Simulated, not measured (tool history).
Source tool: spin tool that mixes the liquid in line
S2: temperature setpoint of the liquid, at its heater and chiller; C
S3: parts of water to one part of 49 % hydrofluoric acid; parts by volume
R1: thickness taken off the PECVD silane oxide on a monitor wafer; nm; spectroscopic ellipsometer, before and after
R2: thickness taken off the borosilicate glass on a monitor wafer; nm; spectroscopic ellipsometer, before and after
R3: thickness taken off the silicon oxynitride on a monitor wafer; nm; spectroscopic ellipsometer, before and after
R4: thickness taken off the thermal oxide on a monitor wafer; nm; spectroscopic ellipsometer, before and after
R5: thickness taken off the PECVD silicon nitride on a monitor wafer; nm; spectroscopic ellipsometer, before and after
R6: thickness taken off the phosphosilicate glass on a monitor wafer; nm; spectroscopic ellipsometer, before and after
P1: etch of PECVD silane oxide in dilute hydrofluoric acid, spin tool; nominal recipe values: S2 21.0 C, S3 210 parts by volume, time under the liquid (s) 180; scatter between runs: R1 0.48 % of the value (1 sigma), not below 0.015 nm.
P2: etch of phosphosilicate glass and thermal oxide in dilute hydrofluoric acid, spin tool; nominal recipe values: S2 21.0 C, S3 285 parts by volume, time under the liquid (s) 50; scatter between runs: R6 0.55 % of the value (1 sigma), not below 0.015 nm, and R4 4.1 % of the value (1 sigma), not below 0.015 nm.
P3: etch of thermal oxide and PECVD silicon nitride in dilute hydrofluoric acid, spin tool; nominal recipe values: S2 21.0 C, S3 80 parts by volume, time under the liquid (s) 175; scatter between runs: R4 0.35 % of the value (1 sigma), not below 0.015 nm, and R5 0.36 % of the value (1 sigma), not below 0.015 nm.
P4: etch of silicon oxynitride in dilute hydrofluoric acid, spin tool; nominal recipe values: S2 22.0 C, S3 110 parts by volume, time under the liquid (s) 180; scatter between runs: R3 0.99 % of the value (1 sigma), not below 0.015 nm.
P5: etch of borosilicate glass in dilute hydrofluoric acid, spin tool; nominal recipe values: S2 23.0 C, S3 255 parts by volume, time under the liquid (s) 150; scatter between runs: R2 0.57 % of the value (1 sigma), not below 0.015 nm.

Run 1, hour 3.0: process that ran P1, S2 21.0 C, S3 210 parts by volume, time under the liquid (s) 180. Result: R1 10.1000 nm.
Run 2, hour 7.7: process that ran P1, S2 17.0 C, S3 75 parts by volume, time under the liquid (s) 180. Result: R1 27.6090 nm.
Run 3, hour 11.4: process that ran P5, S2 23.0 C, S3 85 parts by volume, time under the liquid (s) 150. Result: R2 29.6550 nm.
Run 4, hour 14.9: process that ran P1, S2 21.0 C, S3 210 parts by volume, time under the liquid (s) 45. Result: R1 2.5218 nm.
Run 5, hour 18.8: process that ran P4, S2 22.0 C, S3 110 parts by volume, time under the liquid (s) 180. Result: R3 2.08470 nm.
Run 6, hour 23.2: process that ran P4, S2 22.0 C, S3 200 parts by volume, time under the liquid (s) 180. Result: R3 1.11140 nm.
Run 7, hour 27.9: process that ran P1, S2 21.0 C, S3 210 parts by volume, time under the liquid (s) 365. Result: R1 20.4150 nm.
At hour 33.1: hydrofluoric acid flow meter replaced.
Run 8, hour 33.5: process that ran P1, S2 21.0 C, S3 210 parts by volume, time under the liquid (s) 180. Result: R1 10.0960 nm.
Run 9, hour 36.6: process that ran P3, S2 21.0 C, S3 20 parts by volume, time under the liquid (s) 175. Result: R4 37.94600 nm, R5 35.0230 nm.
Run 10, hour 39.4: process that ran P1, S2 17.0 C, S3 210 parts by volume, time under the liquid (s) 180. Result: R1 8.5999 nm.
Run 11, hour 45.8: process that ran P3, S2 21.0 C, S3 80 parts by volume, time under the liquid (s) 175. Result: R4 8.86330 nm, R5 9.1891 nm.
Run 12, hour 48.7: process that ran P1, S2 17.0 C, S3 210 parts by volume, time under the liquid (s) 300. Result: R1 14.5270 nm.
Run 13, hour 53.4: process that ran P2, S2 21.0 C, S3 285 parts by volume, time under the liquid (s) 50. Result: R4 0.64490 nm, R6 12.2410 nm.
Run 14, hour 56.2: process that ran P3, S2 21.0 C, S3 80 parts by volume, time under the liquid (s) 175. Result: R4 8.77200 nm, R5 9.1892 nm.
Run 15, hour 60.2: process that ran P2, S2 21.0 C, S3 285 parts by volume, time under the liquid (s) 25. Result: R4 0.29716 nm, R6 6.0666 nm.
Run 16, hour 65.3: process that ran P5, S2 29.5 C, S3 255 parts by volume, time under the liquid (s) 150. Result: R2 10.3840 nm.
Run 17, hour 71.8: process that ran P4, S2 22.0 C, S3 110 parts by volume, time under the liquid (s) 15. Result: R3 0.15371 nm.
Run 18, hour 74.8: process that ran P1, S2 21.0 C, S3 210 parts by volume, time under the liquid (s) 180. Result: R1 10.1130 nm.
Run 19, hour 80.6: process that ran P1, S2 21.0 C, S3 125 parts by volume, time under the liquid (s) 180. Result: R1 18.6100 nm.
Run 20, hour 86.9: process that ran P4, S2 29.5 C, S3 110 parts by volume, time under the liquid (s) 180. Result: R3 3.00390 nm.
Run 21, hour 92.3: process that ran P1, S2 21.0 C, S3 210 parts by volume, time under the liquid (s) 180. Result: R1 10.1840 nm.
Run 22, hour 96.0: process that ran P5, S2 23.0 C, S3 255 parts by volume, time under the liquid (s) 150. Result: R2 8.2831 nm.
Run 23, hour 100.8: process that ran P2, S2 21.0 C, S3 285 parts by volume, time under the liquid (s) 50. Result: R4 0.60415 nm, R6 12.3420 nm.
Run 24, hour 105.0: process that ran P1, S2 21.0 C, S3 210 parts by volume, time under the liquid (s) 180. Result: R1 10.1540 nm.
Run 25, hour 111.1: process that ran P2, S2 21.0 C, S3 100 parts by volume, time under the liquid (s) 50. Result: R4 2.21190 nm, R6 42.3830 nm.
Run 26, hour 114.7: process that ran P1, S2 21.0 C, S3 305 parts by volume, time under the liquid (s) 180. Result: R1 6.3597 nm.
Run 27, hour 120.5: process that ran P3, S2 21.0 C, S3 80 parts by volume, time under the liquid (s) 335. Result: R4 16.88700 nm, R5 17.5250 nm.
Run 28, hour 126.8: process that ran P1, S2 26.0 C, S3 210 parts by volume, time under the liquid (s) 180. Result: R1 12.1820 nm.
Run 29, hour 132.7: process that ran P5, S2 23.0 C, S3 255 parts by volume, time under the liquid (s) 70. Result: R2 3.8656 nm.
Run 30, hour 137.6: process that ran P2, S2 29.0 C, S3 285 parts by volume, time under the liquid (s) 50. Result: R4 0.83032 nm, R6 16.1210 nm.
Run 31, hour 142.4: process that ran P3, S2 17.0 C, S3 80 parts by volume, time under the liquid (s) 175. Result: R4 7.40120 nm, R5 6.9201 nm.
Run 32, hour 148.5: process that ran P1, S2 21.0 C, S3 210 parts by volume, time under the liquid (s) 180. Result: R1 10.0920 nm.
Run 33, hour 153.5: process that ran P1, S2 21.0 C, S3 210 parts by volume, time under the liquid (s) 180. Result: R1 9.8392 nm.
Run 34, hour 159.0: process that ran P1, S2 21.0 C, S3 210 parts by volume, time under the liquid (s) 180. Result: R1 9.5622 nm.
Run 35, hour 165.2: process that ran P1, S2 21.0 C, S3 210 parts by volume, time under the liquid (s) 180. Result: R1 9.4228 nm.
Run 36, hour 169.6: process that ran P1, S2 21.0 C, S3 210 parts by volume, time under the liquid (s) 180. Result: R1 9.2837 nm.
Run 37, hour 176.0: process that ran P1, S2 21.0 C, S3 210 parts by volume, time under the liquid (s) 180. Result: R1 9.2727 nm.
Run 38, hour 179.1: process that ran P1, S2 21.0 C, S3 210 parts by volume, time under the liquid (s) 180. Result: R1 9.3065 nm.
Run 39, hour 182.6: process that ran P1, S2 21.0 C, S3 210 parts by volume, time under the liquid (s) 180. Result: R1 9.2693 nm.
Run 40, hour 187.2: process that ran P1, S2 21.0 C, S3 210 parts by volume, time under the liquid (s) 180. Result: R1 9.1634 nm.
Run 41, hour 192.1: process that ran P1, S2 21.0 C, S3 210 parts by volume, time under the liquid (s) 180. Result: R1 9.2461 nm.

What P1 gives has crept away from where it was. These 2 causes fit the log equally well, each at the size given:
A: liquid colder than its thermometer reads (K) = 2.45
B: hydrofluoric acid flow below the setpoint (%) = 7.46
The drift started at roughly hour 148.5.

Of the 4 check runs listed below, each run on one wafer and each result written as a question mark, which would let you distinguish the listed causes because they would give clearly different results?
Run check 1, hour 197.0: process that ran P2, S2 29.0 C, S3 110 parts by volume, time under the liquid (s) 50. Result: R4 ?, R6 ?.
Run check 2, hour 197.0: process that ran P5, S2 23.0 C, S3 255 parts by volume, time under the liquid (s) 95. Result: R2 ?.
Run check 3, hour 197.0: process that ran P4, S2 29.0 C, S3 110 parts by volume, time under the liquid (s) 100. Result: R3 ?.
Run check 4, hour 197.0: process that ran P3, S2 18.0 C, S3 80 parts by volume, time under the liquid (s) 325. Result: R4 ?, R5 ?.

How each check would come out, cause by cause:
  check  result      if A      if B
check 1      R4   2.42080   2.42930
check 1      R6   47.1720   47.3370
check 2      R2    4.7712    4.7333
check 3      R3   1.45700   1.49400
check 4      R4  13.01700  13.28300
check 4      R5   11.6360   12.8220
How far apart the two closest causes lie, in the result that separates them most: check 1 0.35 %; check 2 0.8 %; check 3 2.51 %; check 4 9.71 %
The causes can be told apart only by check 4. The other checks would give nearly the same results under each of them.

After running check 4, the following was obtained: R4 13.00900 nm; R5 11.5620 nm. Which cause does this point to?

Of the candidate causes, it is A: liquid colder than its thermometer reads (K).
